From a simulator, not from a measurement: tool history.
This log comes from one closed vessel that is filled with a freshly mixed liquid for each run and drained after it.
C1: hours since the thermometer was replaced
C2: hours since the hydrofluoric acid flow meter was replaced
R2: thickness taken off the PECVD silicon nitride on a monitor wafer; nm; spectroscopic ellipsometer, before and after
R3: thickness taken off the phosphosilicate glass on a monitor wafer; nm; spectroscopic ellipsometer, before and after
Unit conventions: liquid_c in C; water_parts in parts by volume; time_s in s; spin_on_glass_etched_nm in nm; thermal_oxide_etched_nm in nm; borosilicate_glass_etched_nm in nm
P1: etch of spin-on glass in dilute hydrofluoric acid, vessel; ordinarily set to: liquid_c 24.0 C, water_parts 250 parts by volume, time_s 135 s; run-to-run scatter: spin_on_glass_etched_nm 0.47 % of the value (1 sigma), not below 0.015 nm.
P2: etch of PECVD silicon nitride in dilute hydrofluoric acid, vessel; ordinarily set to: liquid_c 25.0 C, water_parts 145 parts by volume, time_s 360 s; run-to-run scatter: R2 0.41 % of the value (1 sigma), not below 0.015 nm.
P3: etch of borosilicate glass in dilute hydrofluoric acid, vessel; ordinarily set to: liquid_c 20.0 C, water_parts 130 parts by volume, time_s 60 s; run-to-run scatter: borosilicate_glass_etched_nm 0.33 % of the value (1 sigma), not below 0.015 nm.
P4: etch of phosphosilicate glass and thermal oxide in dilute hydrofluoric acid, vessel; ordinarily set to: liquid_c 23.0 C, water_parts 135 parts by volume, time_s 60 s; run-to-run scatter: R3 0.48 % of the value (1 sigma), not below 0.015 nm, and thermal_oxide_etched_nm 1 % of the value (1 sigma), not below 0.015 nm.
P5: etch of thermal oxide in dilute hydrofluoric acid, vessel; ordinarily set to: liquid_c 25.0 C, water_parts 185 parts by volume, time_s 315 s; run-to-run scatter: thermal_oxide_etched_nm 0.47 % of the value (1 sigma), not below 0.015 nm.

{"run": 1, "hour": 6.8, "process": "P1", "liquid_c": 24.0, "water_parts": 250, "time_s": 135, "C1": 1888.6, "C2": 560.0, "spin_on_glass_etched_nm": 9.9523}
{"run": 2, "hour": 15.1, "process": "P2", "liquid_c": 32.5, "water_parts": 145, "time_s": 360, "C1": 1896.9, "C2": 568.3, "R2": 20.446}
{"run": 3, "hour": 22.7, "process": "P2", "liquid_c": 25.0, "water_parts": 225, "time_s": 360, "C1": 1904.5, "C2": 575.9, "R2": 8.271}
{"run": 4, "hour": 30.9, "process": "P1", "liquid_c": 24.0, "water_parts": 250, "time_s": 135, "C1": 1912.7, "C2": 584.1, "spin_on_glass_etched_nm": 9.9257}
{"run": 5, "hour": 38.5, "process": "P4", "liquid_c": 23.0, "water_parts": 135, "time_s": 30, "C1": 1920.3, "C2": 591.7, "R3": 23.933, "thermal_oxide_etched_nm": 1.0298}
{"run": 6, "hour": 46.2, "process": "P1", "liquid_c": 31.5, "water_parts": 250, "time_s": 135, "C1": 1928.0, "C2": 599.4, "spin_on_glass_etched_nm": 12.669}
{"run": 7, "hour": 55.2, "process": "P4", "liquid_c": 23.0, "water_parts": 135, "time_s": 60, "C1": 1937.0, "C2": 608.4, "R3": 47.481, "thermal_oxide_etched_nm": 2.0451}
{"run": 8, "hour": 61.5, "process": "P3", "liquid_c": 20.0, "water_parts": 130, "time_s": 60, "C1": 1943.3, "C2": 614.7, "borosilicate_glass_etched_nm": 15.375}
{"run": 9, "hour": 70.2, "process": "P5", "liquid_c": 20.5, "water_parts": 185, "time_s": 315, "C1": 1952.0, "C2": 623.4, "thermal_oxide_etched_nm": 6.7298}
{"run": 10, "hour": 81.4, "process": "P5", "liquid_c": 25.0, "water_parts": 185, "time_s": 630, "C1": 1963.2, "C2": 634.6, "thermal_oxide_etched_nm": 15.963}
{"run": 11, "hour": 86.9, "process": "P1", "liquid_c": 24.0, "water_parts": 250, "time_s": 135, "C1": 1968.7, "C2": 640.1, "spin_on_glass_etched_nm": 9.7781}
{"run": 12, "hour": 91.9, "process": "P4", "liquid_c": 23.0, "water_parts": 135, "time_s": 60, "C1": 1973.7, "C2": 645.1, "R3": 47.886, "thermal_oxide_etched_nm": 2.01}
{"run": 13, "hour": 97.2, "process": "P2", "liquid_c": 25.0, "water_parts": 145, "time_s": 360, "C1": 1979.0, "C2": 650.4, "R2": 12.677}
{"run": 14, "hour": 105.5, "process": "P5", "liquid_c": 25.0, "water_parts": 280, "time_s": 315, "C1": 1987.3, "C2": 658.7, "thermal_oxide_etched_nm": 4.8033}
{"run": 15, "hour": 114.7, "process": "P1", "liquid_c": 24.0, "water_parts": 250, "time_s": 135, "C1": 1996.5, "C2": 667.9, "spin_on_glass_etched_nm": 9.9672}
{"run": 16, "hour": 125.5, "process": "P2", "liquid_c": 25.0, "water_parts": 145, "time_s": 715, "C1": 2007.3, "C2": 678.7, "R2": 25.319}
{"run": 17, "hour": 135.2, "process": "P5", "liquid_c": 25.0, "water_parts": 185, "time_s": 315, "C1": 2017.0, "C2": 688.4, "thermal_oxide_etched_nm": 7.9889}
{"run": 18, "hour": 145.6, "process": "P1", "liquid_c": 19.0, "water_parts": 250, "time_s": 135, "C1": 2027.4, "C2": 698.8, "spin_on_glass_etched_nm": 8.2172}
{"run": 19, "hour": 154.3, "process": "P4", "liquid_c": 23.0, "water_parts": 225, "time_s": 60, "C1": 2036.1, "C2": 707.5, "R3": 26.186, "thermal_oxide_etched_nm": 1.1112}
{"run": 20, "hour": 160.3, "process": "P1", "liquid_c": 24.0, "water_parts": 440, "time_s": 135, "C1": 2042.1, "C2": 713.5, "spin_on_glass_etched_nm": 4.695}
{"run": 21, "hour": 165.3, "process": "P1", "liquid_c": 29.0, "water_parts": 405, "time_s": 135, "C1": 2047.1, "C2": 718.5, "spin_on_glass_etched_nm": 6.1993}
{"run": 22, "hour": 172.6, "process": "P3", "liquid_c": 20.0, "water_parts": 215, "time_s": 60, "C1": 2054.4, "C2": 725.8, "borosilicate_glass_etched_nm": 8.6197}
{"run": 23, "hour": 180.1, "process": "P1", "liquid_c": 24.0, "water_parts": 250, "time_s": 135, "C1": 2061.9, "C2": 733.3, "spin_on_glass_etched_nm": 9.881}
{"run": 24, "hour": 187.4, "process": "P4", "liquid_c": 30.5, "water_parts": 135, "time_s": 60, "C1": 2069.2, "C2": 740.6, "R3": 63.99, "thermal_oxide_etched_nm": 2.6843}
{"run": 25, "hour": 195.9, "process": "P1", "liquid_c": 31.5, "water_parts": 250, "time_s": 30, "C1": 2077.7, "C2": 749.1, "spin_on_glass_etched_nm": 2.8372}
{"run": 26, "hour": 201.5, "process": "P2", "liquid_c": 25.0, "water_parts": 145, "time_s": 360, "C1": 2083.3, "C2": 754.7, "R2": 12.669}
{"hour": 207.4, "done": "hydrofluoric acid flow meter replaced"}
{"run": 27, "hour": 212.7, "process": "P1", "liquid_c": 24.0, "water_parts": 250, "time_s": 30, "C1": 2094.5, "C2": 5.3, "spin_on_glass_etched_nm": 2.1832}
{"run": 28, "hour": 219.1, "process": "P1", "liquid_c": 24.0, "water_parts": 160, "time_s": 135, "C1": 2100.9, "C2": 11.7, "spin_on_glass_etched_nm": 16.84}
{"run": 29, "hour": 230.4, "process": "P3", "liquid_c": 17.0, "water_parts": 130, "time_s": 60, "C1": 2112.2, "C2": 23.0, "borosilicate_glass_etched_nm": 13.627}
{"run": 30, "hour": 239.5, "process": "P1", "liquid_c": 24.0, "water_parts": 250, "time_s": 215, "C1": 2121.3, "C2": 32.1, "spin_on_glass_etched_nm": 15.956}
{"run": 31, "hour": 244.7, "process": "P3", "liquid_c": 20.0, "water_parts": 130, "time_s": 30, "C1": 2126.5, "C2": 37.3, "borosilicate_glass_etched_nm": 7.6895}
{"run": 32, "hour": 253.4, "process": "P1", "liquid_c": 24.0, "water_parts": 250, "time_s": 135, "C1": 2135.2, "C2": 46.0, "spin_on_glass_etched_nm": 9.8505}
{"run": 33, "hour": 263.3, "process": "P1", "liquid_c": 24.0, "water_parts": 250, "time_s": 135, "C1": 2145.1, "C2": 55.9, "spin_on_glass_etched_nm": 9.4968}
{"run": 34, "hour": 271.9, "process": "P1", "liquid_c": 24.0, "water_parts": 250, "time_s": 135, "C1": 2153.7, "C2": 64.5, "spin_on_glass_etched_nm": 9.4216}
{"run": 35, "hour": 278.0, "process": "P1", "liquid_c": 24.0, "water_parts": 250, "time_s": 135, "C1": 2159.8, "C2": 70.6, "spin_on_glass_etched_nm": 9.3326}
{"run": 36, "hour": 283.7, "process": "P1", "liquid_c": 24.0, "water_parts": 250, "time_s": 135, "C1": 2165.5, "C2": 76.3, "spin_on_glass_etched_nm": 9.4156}
{"run": 37, "hour": 294.9, "process": "P1", "liquid_c": 24.0, "water_parts": 250, "time_s": 135, "C1": 2176.7, "C2": 87.5, "spin_on_glass_etched_nm": 9.2755}
{"run": 38, "hour": 302.9, "process": "P1", "liquid_c": 24.0, "water_parts": 250, "time_s": 135, "C1": 2184.7, "C2": 95.5, "spin_on_glass_etched_nm": 9.3344}
{"run": 39, "hour": 309.8, "process": "P1", "liquid_c": 24.0, "water_parts": 250, "time_s": 135, "C1": 2191.6, "C2": 102.4, "spin_on_glass_etched_nm": 9.2786}

What P1 gives has crept off from where it sat before. The 2 causes that follow fit the log equally well, each at the size noted:
A: liquid colder than its thermometer reads (K) = 1.8
B: hydrofluoric acid flow below the setpoint (%) = 5.01
The drift started at roughly hour 253.4.

Each of the 4 check runs below uses one wafer; its results are left as question marks. Which run tells the causes apart?
{"run": "check 1", "hour": 316.7, "process": "P2", "liquid_c": 25.0, "water_parts": 185, "time_s": 495, "R2": "?"}
{"run": "check 2", "hour": 316.7, "process": "P4", "liquid_c": 30.0, "water_parts": 205, "time_s": 60, "R3": "?", "thermal_oxide_etched_nm": "?"}
{"run": "check 3", "hour": 316.7, "process": "P5", "liquid_c": 25.0, "water_parts": 280, "time_s": 600, "thermal_oxide_etched_nm": "?"}
{"run": "check 4", "hour": 316.7, "process": "P3", "liquid_c": 20.0, "water_parts": 205, "time_s": 60, "borosilicate_glass_etched_nm": "?"}

Expected result of each check under each candidate cause:
check=check_1 result=R2 if_A=12.310 if_B=13.114
check=check_2 result=R3 if_A=35.171 if_B=35.105
check=check_2 result=thermal_oxide_etched_nm if_A=1.4907 if_B=1.4879
check=check_3 result=thermal_oxide_etched_nm if_A=8.5582 if_B=8.5320
check=check_4 result=borosilicate_glass_etched_nm if_A=8.4452 if_B=8.5140
Per check, the gap between the least separated pair of causes, taken in the result that splits them most: check 1 6.33 %; check 2 0.19 %; check 3 0.31 %; check 4 0.81 %
Check 1 distinguishes between the causes, while the remaining checks would return nearly the same result for all of them.

Check 1 has now been run. It gave: R2 13.061 nm. Which of the candidate causes is it?

The correct cause is B, namely: hydrofluoric acid flow below the setpoint (%).

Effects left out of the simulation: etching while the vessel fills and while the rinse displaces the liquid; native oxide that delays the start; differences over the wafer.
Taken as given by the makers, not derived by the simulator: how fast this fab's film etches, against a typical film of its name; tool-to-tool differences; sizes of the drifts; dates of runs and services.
